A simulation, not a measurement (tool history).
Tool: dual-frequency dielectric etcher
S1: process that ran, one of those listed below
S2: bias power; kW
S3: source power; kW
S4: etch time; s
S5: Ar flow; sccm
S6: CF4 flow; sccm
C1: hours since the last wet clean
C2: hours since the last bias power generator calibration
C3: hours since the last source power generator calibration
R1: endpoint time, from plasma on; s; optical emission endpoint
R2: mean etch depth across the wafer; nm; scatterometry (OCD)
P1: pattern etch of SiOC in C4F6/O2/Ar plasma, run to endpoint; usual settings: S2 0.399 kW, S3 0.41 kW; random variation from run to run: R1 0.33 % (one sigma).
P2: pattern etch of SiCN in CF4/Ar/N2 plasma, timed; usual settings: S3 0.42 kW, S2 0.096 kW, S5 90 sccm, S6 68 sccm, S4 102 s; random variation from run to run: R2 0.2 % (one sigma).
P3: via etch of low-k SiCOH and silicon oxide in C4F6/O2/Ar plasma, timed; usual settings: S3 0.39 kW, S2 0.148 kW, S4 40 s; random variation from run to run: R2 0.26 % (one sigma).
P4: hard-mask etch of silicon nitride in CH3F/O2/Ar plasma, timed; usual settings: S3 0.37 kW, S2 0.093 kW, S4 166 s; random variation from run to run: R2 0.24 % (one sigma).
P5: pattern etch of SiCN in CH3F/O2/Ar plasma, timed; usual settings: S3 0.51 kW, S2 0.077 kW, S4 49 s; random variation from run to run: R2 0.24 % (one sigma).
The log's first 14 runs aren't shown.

Run 15, hour 181.6: S1 P5, S2 0.054 kW, S3 0.51 kW, S4 49 s; C1 341.3; C2 426.3; C3 1506.2. Result: R2 18.069 nm.
Run 16, hour 190.2: S1 P1, S2 0.47 kW, S3 0.27 kW; C1 349.9; C2 434.9; C3 1514.8. Result: R1 16.115 s.
Run 17, hour 205.1: S1 P2, S2 0.096 kW, S3 0.42 kW, S4 102 s, S5 90 sccm, S6 92 sccm; C1 364.8; C2 449.8; C3 1529.7. Result: R2 94.251 nm.
Run 18, hour 220.6: S1 P1, S2 0.504 kW, S3 0.41 kW; C1 380.3; C2 465.3; C3 1545.2. Result: R1 13.561 s.
Run 19, hour 228.8: S1 P1, S2 0.244 kW, S3 0.52 kW; C1 388.5; C2 473.5; C3 1553.4. Result: R1 15.998 s.
Run 20, hour 243.4: S1 P2, S2 0.096 kW, S3 0.42 kW, S4 102 s, S5 68 sccm, S6 68 sccm; C1 403.1; C2 488.1; C3 1568. Result: R2 93.374 nm.
Run 21, hour 252.6: S1 P2, S2 0.096 kW, S3 0.42 kW, S4 102 s, S5 90 sccm, S6 68 sccm; C1 412.3; C2 497.3; C3 1577.2. Result: R2 90.115 nm.
Run 22, hour 266.2: S1 P4, S2 0.093 kW, S3 0.52 kW, S4 166 s; C1 425.9; C2 510.9; C3 1590.8. Result: R2 139.75 nm.
Run 23, hour 277.8: S1 P2, S2 0.073 kW, S3 0.42 kW, S4 102 s, S5 90 sccm, S6 68 sccm; C1 437.5; C2 522.5; C3 1602.4. Result: R2 81.877 nm.

Run 24 comes next. What will it give?
Run 24, hour 286.7: S1 P1, S2 0.399 kW, S3 0.49 kW; C1 446.4; C2 531.4; C3 1611.3. Result: R1 ?.

{"run 24": {"R1": 13.731}}
